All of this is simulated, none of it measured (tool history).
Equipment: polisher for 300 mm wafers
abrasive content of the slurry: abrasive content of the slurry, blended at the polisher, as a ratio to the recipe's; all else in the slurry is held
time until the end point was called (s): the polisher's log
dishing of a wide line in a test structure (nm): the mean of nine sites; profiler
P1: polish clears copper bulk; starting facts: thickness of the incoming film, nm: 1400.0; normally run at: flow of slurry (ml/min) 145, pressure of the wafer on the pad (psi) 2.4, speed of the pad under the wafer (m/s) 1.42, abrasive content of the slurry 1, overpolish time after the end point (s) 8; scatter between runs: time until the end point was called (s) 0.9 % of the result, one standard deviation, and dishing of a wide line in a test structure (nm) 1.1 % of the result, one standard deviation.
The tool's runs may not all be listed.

run	hour	flow of slurry (ml/min)	pressure of the wafer on the pad (psi)	speed of the pad under the wafer (m/s)	abrasive content of the slurry	overpolish time after the end point (s)	wafers polished on this pad	hours since the slurry nozzle was cleaned	hours since the head pressure was calibrated	hours since the slurry blender was calibrated	time until the end point was called (s)	dishing of a wide line in a test structure (nm)
1	4.1	145	2.4	1.42	1	8	312	307.1	512.5	301	104.48	63.919
2	8.8	145	2.4	1.42	1	8	338	311.8	517.2	305.7	104.15	63.823
3	12.8	145	2.4	1.42	0.65	8	361	315.8	521.2	309.7	112.86	58.863
4	16.6	145	1.7	1.42	1	8	382	319.6	525	313.5	149.26	46.375
5	21.1	145	2.4	2.04	1	8	408	324.1	529.5	318	72.28	80.828
6	24.2	145	2.4	0.64	1	8	425	327.2	532.6	321.1	234.96	33.988
7	28.7	145	2.4	1.42	1	2	451	331.7	537.1	325.6	105.81	20.227
8	33.1	85	2.4	1.42	1	8	475	336.1	541.5	330	119.4	58.374
9	37.3	145	2.4	1.42	1	8	499	340.3	545.7	334.2	104.38	63.853
10	40.9	145	3.7	1.42	1	8	519	343.9	549.3	337.8	69.157	87.235
11	45.8	145	2.4	1.42	1	8	547	348.8	554.2	342.7	106.77	64.326
12	48.8	220	2.4	1.42	1	8	564	351.8	557.2	345.7	98.555	65.718
13	53.9	145	2.4	1.42	1	14	593	356.9	562.3	350.8	105.95	91.913
14	58.9	145	2.4	1.42	1	8	621	361.9	567.3	355.8	104.01	64.11
15	63.9	145	2.4	1.42	0.55	15	649	366.9	572.3	360.8	117.21	88.575
16	68.1	145	2.4	1.42	1	8	673	371.1	576.5	365	103.99	63.764
17	73.3	145	2.4	1.42	1.5	8	702	376.3	581.7	370.2	95.875	68.058
18	77.4	185	2.4	1.42	0.75	8	725	380.4	585.8	374.3	105.57	62.279
19	80.3	145	2.4	1.42	1	8	741	383.3	588.7	377.2	103.15	63.041
20	84.2	145	2.4	1.42	1	8	763	387.2	592.6	381.1	102.53	63.23
21	88.3	145	2.4	1.42	1	8	786	391.3	596.7	385.2	106.24	62.695
22	91.1	145	2.4	1.42	1	8	802	394.1	599.5	388	110.38	61.897
23	94.8	145	2.4	1.42	1	8	823	397.8	603.2	391.7	114.34	60.294
# hour 96.6: head pressure recalibrated
24	98.3	145	2.4	1.42	1	8	843	401.3	1.7	395.2	113.55	60.051
25	103.4	145	2.4	1.42	1	8	872	406.4	6.8	400.3	116.18	59.236
# hour 107.2: slurry blender recalibrated
26	107.3	145	2.4	1.42	1	8	894	410.3	10.7	0.2	115.69	58.314
27	112	145	2.4	1.42	1	8	920	415	15.4	4.9	116.98	59.085

What will run 28 give?
28	117.1	145	2.4	1.42	1	8	949	420.1	20.5	10	?	?

{"run 28": {"time until the end point was called (s)": 116.62, "dishing of a wide line in a test structure (nm)": 60.105}}

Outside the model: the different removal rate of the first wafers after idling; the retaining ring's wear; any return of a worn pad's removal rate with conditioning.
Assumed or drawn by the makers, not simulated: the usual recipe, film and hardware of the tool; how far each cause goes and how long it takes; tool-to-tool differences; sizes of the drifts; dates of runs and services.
